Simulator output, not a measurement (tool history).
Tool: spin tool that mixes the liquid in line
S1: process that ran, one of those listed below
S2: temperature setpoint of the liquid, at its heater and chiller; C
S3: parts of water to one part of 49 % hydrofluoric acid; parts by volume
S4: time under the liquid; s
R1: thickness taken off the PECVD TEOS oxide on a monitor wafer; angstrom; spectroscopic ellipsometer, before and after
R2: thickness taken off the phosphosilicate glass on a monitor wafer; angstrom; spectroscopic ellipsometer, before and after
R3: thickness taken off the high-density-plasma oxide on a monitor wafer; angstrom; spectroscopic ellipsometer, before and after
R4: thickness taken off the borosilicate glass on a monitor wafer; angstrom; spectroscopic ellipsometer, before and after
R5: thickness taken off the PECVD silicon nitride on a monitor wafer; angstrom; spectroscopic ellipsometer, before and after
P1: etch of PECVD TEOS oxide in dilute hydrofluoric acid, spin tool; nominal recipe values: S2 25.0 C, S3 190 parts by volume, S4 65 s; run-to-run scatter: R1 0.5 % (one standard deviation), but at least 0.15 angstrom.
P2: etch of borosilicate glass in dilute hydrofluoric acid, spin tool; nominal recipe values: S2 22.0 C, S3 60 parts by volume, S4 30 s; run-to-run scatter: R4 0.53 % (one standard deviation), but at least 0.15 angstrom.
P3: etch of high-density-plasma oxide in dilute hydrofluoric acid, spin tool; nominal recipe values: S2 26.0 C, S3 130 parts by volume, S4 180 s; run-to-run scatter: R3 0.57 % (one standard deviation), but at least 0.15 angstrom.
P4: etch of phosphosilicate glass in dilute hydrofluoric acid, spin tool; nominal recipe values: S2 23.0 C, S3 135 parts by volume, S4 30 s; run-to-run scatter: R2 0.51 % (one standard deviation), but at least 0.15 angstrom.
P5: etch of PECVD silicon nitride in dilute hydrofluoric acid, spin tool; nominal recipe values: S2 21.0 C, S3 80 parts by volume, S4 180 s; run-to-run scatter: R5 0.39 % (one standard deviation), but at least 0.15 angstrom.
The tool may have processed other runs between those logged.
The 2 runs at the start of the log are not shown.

run 3 day=0.433 | S1=P4 S2=28.0 S3=135 S4=30 | R2=223.810
run 4 day=0.642 | S1=P3 S2=26.0 S3=130 S4=95 | R3=75.376
run 5 day=0.888 | S1=P1 S2=25.0 S3=190 S4=110 | R1=131.050
run 6 day=1.067 | S1=P1 S2=25.0 S3=35 S4=65 | R1=513.040
run 7 day=1.254 | S1=P2 S2=22.0 S3=60 S4=30 | R4=183.71
run 8 day=1.442 | S1=P2 S2=27.0 S3=60 S4=30 | R4=224.00
run 9 day=1.633 | S1=P1 S2=25.0 S3=190 S4=65 | R1=78.889
run 10 day=1.788 | S1=P3 S2=19.0 S3=130 S4=180 | R3=109.110
run 11 day=1.921 | S1=P5 S2=21.0 S3=80 S4=180 | R5=79.519
run 12 day=2.054 | S1=P1 S2=25.0 S3=190 S4=65 | R1=77.608
run 13 day=2.188 | S1=P1 S2=25.0 S3=260 S4=65 | R1=52.650
run 14 day=2.438 | S1=P4 S2=23.0 S3=135 S4=30 | R2=187.080
run 15 day=2.638 | S1=P1 S2=31.5 S3=190 S4=65 | R1=97.663
run 16 day=2.838 | S1=P1 S2=19.0 S3=190 S4=65 | R1=61.227
run 17 day=2.967 | S1=P3 S2=26.0 S3=130 S4=180 | R3=144.030
run 18 day=3.154 | S1=P5 S2=21.0 S3=80 S4=300 | R5=133.950
run 19 day=3.354 | S1=P3 S2=26.0 S3=130 S4=180 | R3=142.810
run 20 day=3.571 | S1=P2 S2=22.0 S3=100 S4=30 | R4=104.98
run 21 day=3.733 | S1=P5 S2=21.0 S3=130 S4=180 | R5=49.910
run 22 day=3.962 | S1=P3 S2=26.0 S3=190 S4=180 | R3=91.770

Forecast run 23:
run 23 day=4.146 | S1=P4 S2=23.0 S3=230 S4=30 | R2=?

R2: 98.081 angstrom

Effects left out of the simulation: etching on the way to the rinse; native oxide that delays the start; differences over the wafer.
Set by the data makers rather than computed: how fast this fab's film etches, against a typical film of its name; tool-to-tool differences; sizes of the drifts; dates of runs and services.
